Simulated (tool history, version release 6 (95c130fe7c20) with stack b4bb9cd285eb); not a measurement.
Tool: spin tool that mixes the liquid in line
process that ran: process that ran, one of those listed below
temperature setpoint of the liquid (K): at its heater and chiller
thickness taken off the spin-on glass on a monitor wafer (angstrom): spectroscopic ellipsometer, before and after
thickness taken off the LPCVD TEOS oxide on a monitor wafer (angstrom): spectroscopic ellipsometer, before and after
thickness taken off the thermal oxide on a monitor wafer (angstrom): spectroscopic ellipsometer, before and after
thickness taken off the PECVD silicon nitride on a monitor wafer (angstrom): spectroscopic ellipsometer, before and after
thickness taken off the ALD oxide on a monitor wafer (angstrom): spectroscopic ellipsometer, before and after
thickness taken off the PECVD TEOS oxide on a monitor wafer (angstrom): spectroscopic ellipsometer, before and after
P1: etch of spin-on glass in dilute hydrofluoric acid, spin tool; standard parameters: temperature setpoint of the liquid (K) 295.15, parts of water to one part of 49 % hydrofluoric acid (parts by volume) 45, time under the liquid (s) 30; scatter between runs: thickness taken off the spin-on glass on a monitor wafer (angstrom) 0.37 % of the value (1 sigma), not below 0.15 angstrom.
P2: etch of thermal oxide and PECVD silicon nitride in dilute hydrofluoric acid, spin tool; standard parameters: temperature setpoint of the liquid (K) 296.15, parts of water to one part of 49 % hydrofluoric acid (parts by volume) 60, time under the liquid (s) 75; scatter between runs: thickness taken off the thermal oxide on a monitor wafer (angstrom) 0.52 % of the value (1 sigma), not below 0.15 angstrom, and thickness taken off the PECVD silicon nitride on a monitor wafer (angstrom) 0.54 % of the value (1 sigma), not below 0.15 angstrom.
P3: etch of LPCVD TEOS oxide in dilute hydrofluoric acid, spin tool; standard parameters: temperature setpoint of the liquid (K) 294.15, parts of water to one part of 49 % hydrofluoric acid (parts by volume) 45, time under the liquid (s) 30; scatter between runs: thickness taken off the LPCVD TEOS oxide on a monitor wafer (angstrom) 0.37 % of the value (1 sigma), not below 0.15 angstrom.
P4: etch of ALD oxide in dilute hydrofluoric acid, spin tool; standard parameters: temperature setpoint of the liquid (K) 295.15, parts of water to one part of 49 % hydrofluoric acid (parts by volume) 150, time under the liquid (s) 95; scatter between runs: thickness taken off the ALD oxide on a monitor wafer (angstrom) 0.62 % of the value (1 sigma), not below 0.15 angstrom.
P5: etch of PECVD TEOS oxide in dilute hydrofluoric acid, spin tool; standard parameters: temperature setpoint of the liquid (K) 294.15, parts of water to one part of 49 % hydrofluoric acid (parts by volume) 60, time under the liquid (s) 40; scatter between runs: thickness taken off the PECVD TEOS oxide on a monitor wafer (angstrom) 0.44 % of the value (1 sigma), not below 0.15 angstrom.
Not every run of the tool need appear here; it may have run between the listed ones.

| run | hour | process that ran | temperature setpoint of the liquid (K) | parts of water to one part of 49 % hydrofluoric acid (parts by volume) | time under the liquid (s) | thickness taken off the spin-on glass on a monitor wafer (angstrom) | thickness taken off the LPCVD TEOS oxide on a monitor wafer (angstrom) | thickness taken off the thermal oxide on a monitor wafer (angstrom) | thickness taken off the PECVD silicon nitride on a monitor wafer (angstrom) | thickness taken off the ALD oxide on a monitor wafer (angstrom) | thickness taken off the PECVD TEOS oxide on a monitor wafer (angstrom) |
|---|---|---|---|---|---|---|---|---|---|---|---|
| 1 | 15.8 | P1 | 295.15 | 45 | 30 | 469.78 |  |  |  |  |  |
| 2 | 26.6 | P1 | 295.15 | 45 | 30 | 470.32 |  |  |  |  |  |
| 3 | 44.6 | P3 | 294.15 | 80 | 30 |  | 77.609 |  |  |  |  |
| 4 | 61.4 | P1 | 295.15 | 25 | 15 | 434.76 |  |  |  |  |  |
| 5 | 72.1 | P2 | 296.15 | 90 | 75 |  |  | 39.528 | 32.642 |  |  |
| 6 | 89.9 | P1 | 295.15 | 70 | 30 | 293.22 |  |  |  |  |  |
| 7 | 103.3 | P1 | 295.15 | 70 | 15 | 146.08 |  |  |  |  |  |
| 8 | 120.1 | P3 | 294.15 | 45 | 15 |  | 72.173 |  |  |  |  |
| 9 | 137.5 | P1 | 295.15 | 45 | 30 | 471.65 |  |  |  |  |  |
| 10 | 151.9 | P3 | 294.15 | 45 | 30 |  | 144.93 |  |  |  |  |
| 11 | 166.8 | P2 | 303.65 | 60 | 75 |  |  | 83.901 | 80.023 |  |  |
| 12 | 176.4 | P3 | 290.15 | 45 | 30 |  | 120.8 |  |  |  |  |
| 13 | 186 | P1 | 295.15 | 45 | 55 | 856.63 |  |  |  |  |  |
| 14 | 203.4 | P4 | 295.15 | 150 | 95 |  |  |  |  | 53.442 |  |
| 15 | 215.8 | P4 | 295.15 | 150 | 140 |  |  |  |  | 78.904 |  |
| 16 | 231 | P1 | 298.65 | 45 | 30 | 546.73 |  |  |  |  |  |
| 17 | 246.1 | P1 | 295.15 | 45 | 15 | 235.1 |  |  |  |  |  |
| 18 | 261.3 | P1 | 290.15 | 45 | 30 | 381.25 |  |  |  |  |  |
| 19 | 274.2 | P4 | 301.65 | 150 | 95 |  |  |  |  | 67.257 |  |
| 20 | 286.9 | P5 | 294.15 | 60 | 40 |  |  |  |  |  | 146.43 |
| 21 | 295.9 | P3 | 294.15 | 45 | 30 |  | 144.78 |  |  |  |  |
|  | 306.9 | hydrofluoric acid flow meter replaced |
| 22 | 311.2 | P5 | 294.15 | 90 | 40 |  |  |  |  |  | 94.982 |
| 23 | 323.6 | P4 | 295.15 | 150 | 95 |  |  |  |  | 53.293 |  |
| 24 | 336.1 | P5 | 290.15 | 60 | 40 |  |  |  |  |  | 125.4 |
| 25 | 353 | P1 | 295.15 | 30 | 30 | 716.53 |  |  |  |  |  |
| 26 | 370.5 | P1 | 295.15 | 25 | 15 | 434.16 |  |  |  |  |  |
| 27 | 388 | P5 | 294.15 | 60 | 20 |  |  |  |  |  | 73.98 |
| 28 | 396.2 | P4 | 295.15 | 35 | 95 |  |  |  |  | 261.1 |  |
| 29 | 407.2 | P2 | 296.15 | 60 | 75 |  |  | 61.281 | 49.149 |  |  |
| 30 | 423.6 | P2 | 296.15 | 60 | 130 |  |  | 107.51 | 85.297 |  |  |
| 31 | 440.6 | P1 | 295.15 | 45 | 30 | 472.28 |  |  |  |  |  |
| 32 | 450.7 | P1 | 295.15 | 45 | 30 | 468.75 |  |  |  |  |  |
| 33 | 467.2 | P1 | 295.15 | 45 | 30 | 492.55 |  |  |  |  |  |
| 34 | 476 | P1 | 295.15 | 45 | 30 | 501.93 |  |  |  |  |  |
| 35 | 491.1 | P1 | 295.15 | 45 | 30 | 505.54 |  |  |  |  |  |
| 36 | 501.1 | P1 | 295.15 | 45 | 30 | 506.46 |  |  |  |  |  |
| 37 | 516.9 | P1 | 295.15 | 45 | 30 | 512.09 |  |  |  |  |  |
| 38 | 532.2 | P1 | 295.15 | 45 | 30 | 515.1 |  |  |  |  |  |
| 39 | 545.2 | P1 | 295.15 | 45 | 30 | 513.52 |  |  |  |  |  |

The output of P1 has drifted from where it used to be. Each of the 2 causes below, taken at the size shown beside it, accounts for the log equally well:
A: hydrofluoric acid flow above the setpoint (%) = 8.63
B: liquid hotter than its thermometer reads (K) = 2.1
Onset of the creep was near hour 450.7.

Each of the 4 check runs below uses one wafer; its results are left as question marks. Which run tells the causes apart?
| check 1 | 558.2 | P2 | 303.15 | 60 | 120 |  |  | ? | ? |  |  |
| check 2 | 558.2 | P5 | 291.15 | 60 | 40 |  |  |  |  |  | ? |
| check 3 | 558.2 | P3 | 290.15 | 45 | 15 |  | ? |  |  |  |  |
| check 4 | 558.2 | P4 | 298.15 | 35 | 95 |  |  |  |  | ? |  |

Expected result of each check under each candidate cause:
| check | result | if A | if B |
|---|---|---|---|
| check 1 | thickness taken off the thermal oxide on a monitor wafer (angstrom) | 142.77 | 141.47 |
| check 1 | thickness taken off the PECVD silicon nitride on a monitor wafer (angstrom) | 134.41 | 141.5 |
| check 2 | thickness taken off the PECVD TEOS oxide on a monitor wafer (angstrom) | 142.13 | 142.28 |
| check 3 | thickness taken off the LPCVD TEOS oxide on a monitor wafer (angstrom) | 66.472 | 66.753 |
| check 4 | thickness taken off the ALD oxide on a monitor wafer (angstrom) | 323.71 | 323.56 |
Distance between the nearest two causes, measured in the result of the check that separates them most: check 1 5.13 %; check 2 0.1 %; check 3 0.42 %; check 4 0.04 %
Check 1 tells the causes apart: in the others they would give nearly the same result.

Check 1 has now been run. It gave: thickness taken off the thermal oxide on a monitor wafer (angstrom) 143.61; thickness taken off the PECVD silicon nitride on a monitor wafer (angstrom) 133.33. Which of the candidate causes is it?

Of the candidate causes, it is A: hydrofluoric acid flow above the setpoint (%).

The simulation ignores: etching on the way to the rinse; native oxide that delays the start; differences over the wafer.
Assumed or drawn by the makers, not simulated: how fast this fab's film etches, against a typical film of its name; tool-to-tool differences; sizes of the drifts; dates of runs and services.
